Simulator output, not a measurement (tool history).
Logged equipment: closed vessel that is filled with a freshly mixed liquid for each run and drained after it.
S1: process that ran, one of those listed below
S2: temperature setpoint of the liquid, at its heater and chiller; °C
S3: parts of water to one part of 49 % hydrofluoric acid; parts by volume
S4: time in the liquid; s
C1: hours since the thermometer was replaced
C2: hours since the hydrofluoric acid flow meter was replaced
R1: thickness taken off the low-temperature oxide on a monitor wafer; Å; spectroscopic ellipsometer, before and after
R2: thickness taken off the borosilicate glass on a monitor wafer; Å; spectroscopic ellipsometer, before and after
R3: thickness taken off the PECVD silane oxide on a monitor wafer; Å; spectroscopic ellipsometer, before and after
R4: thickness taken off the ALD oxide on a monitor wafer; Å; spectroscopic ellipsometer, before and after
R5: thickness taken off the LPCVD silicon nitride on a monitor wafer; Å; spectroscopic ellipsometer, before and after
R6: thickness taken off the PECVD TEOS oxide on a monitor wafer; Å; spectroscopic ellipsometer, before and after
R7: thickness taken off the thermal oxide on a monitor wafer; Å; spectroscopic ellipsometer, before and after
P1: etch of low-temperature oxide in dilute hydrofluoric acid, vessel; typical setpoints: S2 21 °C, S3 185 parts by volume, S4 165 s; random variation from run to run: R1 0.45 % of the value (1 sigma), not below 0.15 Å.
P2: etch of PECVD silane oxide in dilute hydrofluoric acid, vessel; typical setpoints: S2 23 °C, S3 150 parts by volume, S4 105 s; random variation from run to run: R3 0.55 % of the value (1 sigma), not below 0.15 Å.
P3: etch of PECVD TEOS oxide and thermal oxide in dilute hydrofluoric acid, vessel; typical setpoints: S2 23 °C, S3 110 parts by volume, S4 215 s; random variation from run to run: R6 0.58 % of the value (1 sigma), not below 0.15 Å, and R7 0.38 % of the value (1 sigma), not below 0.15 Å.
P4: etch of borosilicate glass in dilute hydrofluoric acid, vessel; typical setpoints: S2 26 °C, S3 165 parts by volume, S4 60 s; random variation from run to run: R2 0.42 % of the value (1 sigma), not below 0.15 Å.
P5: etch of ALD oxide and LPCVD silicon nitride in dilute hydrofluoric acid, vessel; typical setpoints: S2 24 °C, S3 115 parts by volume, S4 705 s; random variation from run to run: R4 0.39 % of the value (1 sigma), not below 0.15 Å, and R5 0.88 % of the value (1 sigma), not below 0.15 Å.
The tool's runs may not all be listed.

run 1 day=0.162 | S1=P1 S2=21 S3=185 S4=165 | C1=293.8 C2=694.7 | R1=143.52
run 2 day=0.3 | S1=P1 S2=21 S3=185 S4=165 | C1=297.1 C2=698 | R1=143.78
run 3 day=0.438 | S1=P1 S2=21 S3=185 S4=35 | C1=300.4 C2=701.3 | R1=30.441
run 4 day=0.638 | S1=P1 S2=17 S3=185 S4=165 | C1=305.2 C2=706.1 | R1=123.11
run 5 day=0.883 | S1=P4 S2=26 S3=165 S4=60 | C1=311.1 C2=712 | R2=88.979
run 6 day=1.075 | S1=P2 S2=23 S3=150 S4=105 | C1=315.7 C2=716.6 | R3=311.33
run 7 day=1.262 | S1=P5 S2=24 S3=115 S4=705 | C1=320.2 C2=721.1 | R4=604.05 R5=30.455
run 8 day=1.488 | S1=P2 S2=23 S3=150 S4=30 | C1=325.6 C2=726.5 | R3=89.103
run 9 day=1.704 | S1=P3 S2=18.5 S3=110 S4=215 | C1=330.8 C2=731.7 | R6=338.28 R7=75.477
run 10 day=1.908 | S1=P3 S2=23 S3=195 S4=215 | C1=335.7 C2=736.6 | R6=211.18 R7=46.107
run 11 day=2.15 | S1=P3 S2=23 S3=110 S4=410 | C1=341.5 C2=742.4 | R6=775.25 R7=172.41
run 12 day=2.367 | S1=P4 S2=26 S3=165 S4=30 | C1=346.7 C2=747.6 | R2=44.953
run 13 day=2.625 | S1=P1 S2=21 S3=185 S4=165 | C1=352.9 C2=753.8 | R1=142.82
run 14 day=2.754 | S1=P1 S2=28.5 S3=185 S4=165 | C1=356 C2=756.9 | R1=188.92
run 15 day=2.962 | S1=P1 S2=17 S3=185 S4=40 | C1=361 C2=761.9 | R1=29.505
run 16 day=3.2 | S1=P1 S2=21 S3=185 S4=165 | C1=366.7 C2=767.6 | R1=142.72
run 17 day=3.462 | S1=P1 S2=21 S3=285 S4=165 | C1=373 C2=773.9 | R1=84.68
run 18 day=3.679 | S1=P3 S2=23 S3=110 S4=215 | C1=378.2 C2=779.1 | R6=401.47 R7=90.441
run 19 day=3.862 | S1=P1 S2=17 S3=260 S4=165 | C1=382.6 C2=783.5 | R1=81.184
run 20 day=4.058 | S1=P2 S2=23 S3=50 S4=105 | C1=387.3 C2=788.2 | R3=1063.5
run 21 day=4.304 | S1=P5 S2=24 S3=190 S4=705 | C1=393.2 C2=794.1 | R4=337.09 R5=18.674
run 22 day=4.517 | S1=P4 S2=26 S3=165 S4=60 | C1=398.3 C2=799.2 | R2=89.806
run 23 day=4.642 | S1=P4 S2=26 S3=50 S4=60 | C1=401.3 C2=802.2 | R2=342.86
run 24 day=4.8 | S1=P5 S2=24 S3=115 S4=190 | C1=405.1 C2=806 | R4=164.02 R5=8.0853
run 25 day=5.012 | S1=P1 S2=21 S3=115 S4=165 | C1=410.2 C2=811.1 | R1=247.43
-- day=5.025 thermometer replaced
run 26 day=5.188 | S1=P5 S2=28.5 S3=115 S4=705 | C1=3.9 C2=815.3 | R4=717.25 R5=40.58
run 27 day=5.392 | S1=P1 S2=21 S3=185 S4=290 | C1=8.8 C2=820.2 | R1=253.08
run 28 day=5.554 | S1=P1 S2=17 S3=185 S4=310 | C1=12.7 C2=824.1 | R1=231.3
run 29 day=5.7 | S1=P1 S2=21 S3=185 S4=165 | C1=16.2 C2=827.6 | R1=143.4

What does the tool deliver on the next run?
run 30 day=5.888 | S1=P2 S2=27.5 S3=150 S4=105 | C1=20.7 C2=832.1 | R3=?

R3: 373.51 Å

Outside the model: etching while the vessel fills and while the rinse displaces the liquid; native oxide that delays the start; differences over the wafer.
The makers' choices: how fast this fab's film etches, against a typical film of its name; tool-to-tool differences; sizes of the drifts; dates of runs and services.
